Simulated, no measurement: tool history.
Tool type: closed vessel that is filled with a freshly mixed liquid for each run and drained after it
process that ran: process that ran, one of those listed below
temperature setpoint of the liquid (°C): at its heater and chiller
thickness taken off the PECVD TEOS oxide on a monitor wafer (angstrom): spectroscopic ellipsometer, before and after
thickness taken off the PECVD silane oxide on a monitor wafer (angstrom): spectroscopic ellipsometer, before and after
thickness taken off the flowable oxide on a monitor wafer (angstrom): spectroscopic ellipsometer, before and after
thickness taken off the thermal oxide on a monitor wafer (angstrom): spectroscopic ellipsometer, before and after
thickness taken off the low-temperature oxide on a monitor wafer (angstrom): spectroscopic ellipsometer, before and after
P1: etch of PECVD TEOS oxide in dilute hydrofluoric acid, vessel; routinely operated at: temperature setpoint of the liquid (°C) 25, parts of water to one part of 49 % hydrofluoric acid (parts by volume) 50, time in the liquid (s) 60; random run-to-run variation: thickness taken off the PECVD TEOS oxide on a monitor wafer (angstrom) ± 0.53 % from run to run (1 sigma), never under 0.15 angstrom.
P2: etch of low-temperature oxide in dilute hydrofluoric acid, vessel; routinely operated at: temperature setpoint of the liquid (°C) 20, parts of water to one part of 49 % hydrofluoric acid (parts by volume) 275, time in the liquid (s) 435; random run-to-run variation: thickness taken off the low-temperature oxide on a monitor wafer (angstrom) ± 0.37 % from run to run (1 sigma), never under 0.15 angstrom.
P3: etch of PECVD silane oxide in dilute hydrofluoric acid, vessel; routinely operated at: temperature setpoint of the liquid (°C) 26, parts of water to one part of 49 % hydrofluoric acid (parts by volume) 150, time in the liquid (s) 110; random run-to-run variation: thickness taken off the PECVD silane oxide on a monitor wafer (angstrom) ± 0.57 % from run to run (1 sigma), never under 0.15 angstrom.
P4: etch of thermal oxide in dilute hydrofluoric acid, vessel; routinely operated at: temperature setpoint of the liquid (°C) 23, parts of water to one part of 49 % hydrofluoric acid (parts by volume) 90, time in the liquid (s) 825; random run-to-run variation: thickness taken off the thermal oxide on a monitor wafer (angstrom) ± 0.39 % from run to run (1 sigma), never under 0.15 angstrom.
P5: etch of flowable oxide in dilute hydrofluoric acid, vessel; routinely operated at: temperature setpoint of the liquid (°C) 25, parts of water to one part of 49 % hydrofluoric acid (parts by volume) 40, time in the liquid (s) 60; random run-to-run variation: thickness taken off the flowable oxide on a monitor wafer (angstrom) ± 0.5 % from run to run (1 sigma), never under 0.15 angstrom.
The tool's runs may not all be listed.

run   hour  process that ran  temperature setpoint of the liquid (°C)  parts of water to one part of 49 % hydrofluoric acid (parts by volume)  time in the liquid (s)  hours since the thermometer was replaced  hours since the hydrofluoric acid flow meter was replaced  thickness taken off the PECVD TEOS oxide on a monitor wafer (angstrom)  thickness taken off the PECVD silane oxide on a monitor wafer (angstrom)  thickness taken off the flowable oxide on a monitor wafer (angstrom)  thickness taken off the thermal oxide on a monitor wafer (angstrom)  thickness taken off the low-temperature oxide on a monitor wafer (angstrom)
  1    7.7                P1                                       25                                                                      50                      60                                     565.4                                                      330.5                                                                  372.44
  2   12.5                P3                                     19.5                                                                     150                     110                                     570.2                                                      335.3                                                                                                                                            98.362
  3   19.6                P5                                       25                                                                      40                      60                                     577.3                                                      342.4                                                                                                                                                                                                                  447.05
  4   25.8                P4                                       23                                                                      90                     825                                     583.5                                                      348.6                                                                                                                                                                                                                                                                                       437.46
  5   30.7                P2                                       27                                                                     275                     435                                     588.4                                                      353.5                                                                                                                                                                                                                                                                                                                                                                    330.66
  6   36.8                P1                                       25                                                                      50                      60                                     594.5                                                      359.6                                                                  376.25
  7   45.1                P3                                       26                                                                     150                     110                                     602.8                                                      367.9                                                                                                                                            125.74
  8   52.9                P2                                       20                                                                     275                     435                                     610.6                                                      375.7                                                                                                                                                                                                                                                                                                                                                                    256.88
  9   60.4                P5                                       20                                                                      40                      60                                     618.1                                                      383.2                                                                                                                                                                                                                  357.13
 10   68.8                P3                                       26                                                                      45                     110                                     626.5                                                      391.6                                                                                                                                            478.68
 11   73.9                P5                                       25                                                                      40                      30                                     631.6                                                      396.7                                                                                                                                                                                                                  220.37
 12     79                P2                                       20                                                                     275                     435                                     636.7                                                      401.8                                                                                                                                                                                                                                                                                                                                                                    257.72
 13   86.8                P1                                       25                                                                      85                      60                                     644.5                                                      409.6                                                                  209.99
 14   90.9                P1                                       25                                                                      50                      60                                     648.6                                                      413.7                                                                  374.38
 15   96.2                P4                                       23                                                                      90                    1635                                     653.9                                                        419                                                                                                                                                                                                                                                                                       863.44
 16  103.8                P3                                       26                                                                     150                     110                                     661.5                                                      426.6                                                                                                                                            123.96
 17  110.5                P1                                       25                                                                      20                      60                                     668.2                                                      433.3                                                                  980.76
 18  114.6                P1                                       25                                                                      50                      60                                     672.3                                                      437.4                                                                  377.04
 19  119.2                P4                                       23                                                                      20                     825                                     676.9                                                        442                                                                                                                                                                                                                                                                                       2147.7
 20  126.5                P1                                       25                                                                      50                      60                                     684.2                                                      449.3                                                                  374.37
 21  130.4                P1                                     31.5                                                                      50                      60                                     688.1                                                      453.2                                                                  489.33
 22  138.9                P5                                       25                                                                      55                      60                                     696.6                                                      461.7                                                                                                                                                                                                                  315.21
 23    146                P1                                       25                                                                      50                      60                                     703.7                                                      468.8                                                                  372.82
 24    153                P3                                       26                                                                     150                     195                                     710.7                                                      475.8                                                                                                                                            219.64
 25  160.6                P1                                       25                                                                      50                      60                                     718.3                                                      483.4                                                                  375.46
 26  168.1                P4                                       17                                                                      90                     825                                     725.8                                                      490.9                                                                                                                                                                                                                                                                                       339.78
 27  172.9                P2                                       20                                                                     275                     805                                     730.6                                                      495.7                                                                                                                                                                                                                                                                                                                                                                    480.56
 28  179.3                P1                                       33                                                                      65                      60                                       737                                                      502.1                                                                  385.42
 29    188                P1                                       25                                                                      50                     110                                     745.7                                                      510.8                                                                  680.66
 30  196.4                P1                                       25                                                                      50                      30                                     754.1                                                      519.2                                                                  187.88
 31  201.6                P1                                     18.5                                                                      50                      30                                     759.3                                                      524.4                                                                  141.97
 32  206.9                P2                                       20                                                                     480                     435                                     764.6                                                      529.7                                                                                                                                                                                                                                                                                                                                                                     125.6
 33  213.7                P1                                       21                                                                      50                      60                                     771.4                                                      536.5                                                                  318.01
 34  221.9                P1                                       25                                                                      50                      60                                     779.6                                                      544.7                                                                  374.61
 35  229.6                P1                                       25                                                                      50                      60                                     787.3                                                      552.4                                                                  363.53
 36  237.7                P1                                       25                                                                      50                      60                                     795.4                                                      560.5                                                                  353.54
 37  243.1                P1                                       25                                                                      50                      60                                     800.8                                                      565.9                                                                  350.27
 38  251.7                P1                                       25                                                                      50                      60                                     809.4                                                      574.5                                                                  347.56

Expected results for the next run?
 39  259.5                P1                                       25                                                                      50                      60                                     817.2                                                      582.3                                                                       ?

{"run 39": {"thickness taken off the PECVD TEOS oxide on a monitor wafer (angstrom)": 345.21}}
